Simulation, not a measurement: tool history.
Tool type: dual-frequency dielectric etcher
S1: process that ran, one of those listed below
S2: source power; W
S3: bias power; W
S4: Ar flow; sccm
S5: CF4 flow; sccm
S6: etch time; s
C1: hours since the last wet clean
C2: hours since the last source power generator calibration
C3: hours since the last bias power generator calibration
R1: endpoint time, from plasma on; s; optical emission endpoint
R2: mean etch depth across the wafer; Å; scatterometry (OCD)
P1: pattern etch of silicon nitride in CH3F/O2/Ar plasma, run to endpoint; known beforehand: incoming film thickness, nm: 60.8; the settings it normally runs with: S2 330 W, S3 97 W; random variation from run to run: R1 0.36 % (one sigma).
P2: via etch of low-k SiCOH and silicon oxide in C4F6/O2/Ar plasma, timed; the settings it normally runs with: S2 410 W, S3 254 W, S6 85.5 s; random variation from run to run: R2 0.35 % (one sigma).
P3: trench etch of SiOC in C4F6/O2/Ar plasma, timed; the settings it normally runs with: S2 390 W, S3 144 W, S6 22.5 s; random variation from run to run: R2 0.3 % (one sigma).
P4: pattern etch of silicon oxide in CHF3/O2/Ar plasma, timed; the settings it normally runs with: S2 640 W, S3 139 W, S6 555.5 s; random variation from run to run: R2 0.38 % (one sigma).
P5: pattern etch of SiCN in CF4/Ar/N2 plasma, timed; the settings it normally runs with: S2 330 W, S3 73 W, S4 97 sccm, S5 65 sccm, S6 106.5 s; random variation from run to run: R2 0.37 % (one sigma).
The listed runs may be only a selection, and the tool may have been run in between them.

{"run": 1, "hour": 8.9, "S1": "P1", "S2": 330, "S3": 97, "C1": 324.9, "C2": 1963.2, "C3": 488.5, "R1": 84.101}
{"run": 2, "hour": 15.5, "S1": "P1", "S2": 270, "S3": 67, "C1": 331.5, "C2": 1969.8, "C3": 495.1, "R1": 103.83}
{"run": 3, "hour": 25.3, "S1": "P5", "S2": 330, "S3": 73, "S4": 97, "S5": 65, "S6": 106.5, "C1": 341.3, "C2": 1979.6, "C3": 504.9, "R2": 694.61}
{"run": 4, "hour": 35.6, "S1": "P3", "S2": 320, "S3": 144, "S6": 22.5, "C1": 351.6, "C2": 1989.9, "C3": 515.2, "R2": 404.05}
{"run": 5, "hour": 42.2, "S1": "P5", "S2": 330, "S3": 73, "S4": 97, "S5": 49, "S6": 106.5, "C1": 358.2, "C2": 1996.5, "C3": 521.8, "R2": 669.47}
{"run": 6, "hour": 52.9, "S1": "P5", "S2": 330, "S3": 73, "S4": 68, "S5": 65, "S6": 106.5, "C1": 368.9, "C2": 2007.2, "C3": 532.5, "R2": 730.55}
{"run": 7, "hour": 63.3, "S1": "P1", "S2": 330, "S3": 97, "C1": 379.3, "C2": 2017.6, "C3": 542.9, "R1": 84.191}
{"run": 8, "hour": 72.1, "S1": "P1", "S2": 450, "S3": 135, "C1": 388.1, "C2": 2026.4, "C3": 551.7, "R1": 66.44}
{"run": 9, "hour": 78.5, "S1": "P1", "S2": 390, "S3": 97, "C1": 394.5, "C2": 2032.8, "C3": 558.1, "R1": 79.253}
{"run": 10, "hour": 83.4, "S1": "P1", "S2": 330, "S3": 97, "C1": 399.4, "C2": 2037.7, "C3": 563.0, "R1": 84.475}
{"run": 11, "hour": 88.2, "S1": "P5", "S2": 240, "S3": 73, "S4": 97, "S5": 65, "S6": 106.5, "C1": 404.2, "C2": 2042.5, "C3": 567.8, "R2": 527.89}
{"run": 12, "hour": 98.3, "S1": "P1", "S2": 330, "S3": 66, "C1": 414.3, "C2": 2052.6, "C3": 577.9, "R1": 96.648}
{"run": 13, "hour": 104.5, "S1": "P1", "S2": 220, "S3": 97, "C1": 420.5, "C2": 2058.8, "C3": 584.1, "R1": 98.356}
{"run": 14, "hour": 115.1, "S1": "P4", "S2": 640, "S3": 139, "S6": 555.5, "C1": 431.1, "C2": 2069.4, "C3": 594.7, "R2": 10449.0}
{"run": 15, "hour": 123.6, "S1": "P3", "S2": 390, "S3": 144, "S6": 15.5, "C1": 439.6, "C2": 2077.9, "C3": 603.2, "R2": 299.56}
{"run": 16, "hour": 133.9, "S1": "P4", "S2": 640, "S3": 187, "S6": 555.5, "C1": 449.9, "C2": 2088.2, "C3": 613.5, "R2": 11533.0}
{"run": 17, "hour": 140.7, "S1": "P1", "S2": 330, "S3": 97, "C1": 456.7, "C2": 2095.0, "C3": 620.3, "R1": 84.632}
{"run": 18, "hour": 146.5, "S1": "P5", "S2": 330, "S3": 98, "S4": 97, "S5": 65, "S6": 106.5, "C1": 462.5, "C2": 2100.8, "C3": 626.1, "R2": 774.32}
{"run": 19, "hour": 153.5, "S1": "P2", "S2": 510, "S3": 254, "S6": 85.5, "C1": 469.5, "C2": 2107.8, "C3": 633.1, "R2": 2869.3}
{"run": 20, "hour": 161.5, "S1": "P2", "S2": 410, "S3": 254, "S6": 56.5, "C1": 477.5, "C2": 2115.8, "C3": 641.1, "R2": 1745.4}
{"run": 21, "hour": 171.6, "S1": "P4", "S2": 640, "S3": 139, "S6": 555.5, "C1": 487.6, "C2": 2125.9, "C3": 651.2, "R2": 10397.0}
{"run": 22, "hour": 180.8, "S1": "P3", "S2": 390, "S3": 144, "S6": 22.5, "C1": 496.8, "C2": 2135.1, "C3": 660.4, "R2": 434.99}
{"run": 23, "hour": 185.9, "S1": "P1", "S2": 330, "S3": 97, "C1": 501.9, "C2": 2140.2, "C3": 665.5, "R1": 84.77}
{"run": 24, "hour": 191.4, "S1": "P1", "S2": 210, "S3": 118, "C1": 507.4, "C2": 2145.7, "C3": 671.0, "R1": 92.287}
{"run": 25, "hour": 197.0, "S1": "P5", "S2": 330, "S3": 73, "S4": 97, "S5": 65, "S6": 58.5, "C1": 513.0, "C2": 2151.3, "C3": 676.6, "R2": 381.83}
{"run": 26, "hour": 203.9, "S1": "P4", "S2": 640, "S3": 139, "S6": 727.5, "C1": 519.9, "C2": 2158.2, "C3": 683.5, "R2": 13641.0}
{"run": 27, "hour": 211.6, "S1": "P1", "S2": 330, "S3": 132, "C1": 527.6, "C2": 2165.9, "C3": 691.2, "R1": 75.471}
{"run": 28, "hour": 217.6, "S1": "P2", "S2": 410, "S3": 254, "S6": 85.5, "C1": 533.6, "C2": 2171.9, "C3": 697.2, "R2": 2625.2}
{"run": 29, "hour": 223.3, "S1": "P4", "S2": 470, "S3": 139, "S6": 555.5, "C1": 539.3, "C2": 2177.6, "C3": 702.9, "R2": 9247.1}
{"run": 30, "hour": 229.1, "S1": "P2", "S2": 410, "S3": 185, "S6": 85.5, "C1": 545.1, "C2": 2183.4, "C3": 708.7, "R2": 2356.0}
{"run": 31, "hour": 239.2, "S1": "P3", "S2": 390, "S3": 106, "S6": 22.5, "C1": 555.2, "C2": 2193.5, "C3": 718.8, "R2": 398.35}
{"run": 32, "hour": 244.1, "S1": "P1", "S2": 330, "S3": 97, "C1": 560.1, "C2": 2198.4, "C3": 723.7, "R1": 84.153}
{"run": 33, "hour": 253.8, "S1": "P1", "S2": 330, "S3": 97, "C1": 569.8, "C2": 2208.1, "C3": 733.4, "R1": 84.925}
{"run": 34, "hour": 262.5, "S1": "P1", "S2": 330, "S3": 97, "C1": 578.5, "C2": 2216.8, "C3": 742.1, "R1": 85.089}
{"run": 35, "hour": 272.3, "S1": "P1", "S2": 330, "S3": 97, "C1": 588.3, "C2": 2226.6, "C3": 751.9, "R1": 86.001}
{"run": 36, "hour": 280.7, "S1": "P1", "S2": 330, "S3": 97, "C1": 596.7, "C2": 2235.0, "C3": 760.3, "R1": 85.525}
{"run": 37, "hour": 287.7, "S1": "P1", "S2": 330, "S3": 97, "C1": 603.7, "C2": 2242.0, "C3": 767.3, "R1": 85.673}
{"hour": 288.6, "done": "wet clean of the chamber"}
{"run": 38, "hour": 293.5, "S1": "P1", "S2": 330, "S3": 97, "C1": 5.0, "C2": 2247.8, "C3": 773.1, "R1": 86.463}
{"run": 39, "hour": 299.4, "S1": "P1", "S2": 330, "S3": 97, "C1": 10.9, "C2": 2253.7, "C3": 779.0, "R1": 85.845}
{"run": 40, "hour": 305.8, "S1": "P1", "S2": 330, "S3": 97, "C1": 17.3, "C2": 2260.1, "C3": 785.4, "R1": 86.32}
{"run": 41, "hour": 311.7, "S1": "P1", "S2": 330, "S3": 97, "C1": 23.2, "C2": 2266.0, "C3": 791.3, "R1": 86.383}
{"run": 42, "hour": 317.9, "S1": "P1", "S2": 330, "S3": 97, "C1": 29.4, "C2": 2272.2, "C3": 797.5, "R1": 86.048}
{"run": 43, "hour": 328.5, "S1": "P1", "S2": 330, "S3": 97, "C1": 40.0, "C2": 2282.8, "C3": 808.1, "R1": 85.613}

What P1 gives has crept away from where it was. These 2 causes fit the log equally well, each at the size given:
A: source power that arrives under what is set, % = 4.77
B: bias power that arrives under what is set, % = 4.81
The gradual shift began around hour 244.1.
Other possible causes, and why each is ruled out:
chamber walls in a state that lowers the etch rate, %: serviced after onset, at hour 288.6, with no recovery of the prior output

4 check runs are offered, each on 2 wafers whose results are averaged, their results left as question marks. Which one tells the causes apart?
{"run": "check 1", "hour": 339.1, "S1": "P2", "S2": 410, "S3": 254, "S6": 85.5, "R2": "?"}
{"run": "check 2", "hour": 339.1, "S1": "P5", "S2": 330, "S3": 73, "S4": 97, "S5": 65, "S6": 106.5, "R2": "?"}
{"run": "check 3", "hour": 339.1, "S1": "P4", "S2": 640, "S3": 139, "S6": 555.5, "R2": "?"}
{"run": "check 4", "hour": 339.1, "S1": "P3", "S2": 390, "S3": 144, "S6": 22.5, "R2": "?"}

If the cause were each of the candidates in turn, the checks would give the following:
check=check_1 result=R2 if_A=2584.40 if_B=2589.70
check=check_2 result=R2 if_A=666.51 if_B=683.52
check=check_3 result=R2 if_A=10237.00 if_B=10273.00
check=check_4 result=R2 if_A=427.24 if_B=429.17
How far apart the two closest causes lie, in the result that separates them most: check 1 0.21 %; check 2 2.52 %; check 3 0.35 %; check 4 0.45 %
The causes can be told apart only by check 2. The other checks would give nearly the same results under each of them.

Check 2 has now been run. It gave: R2 682.94 Å. Which of the candidate causes is it?

B is the cause: bias power that arrives under what is set, %.
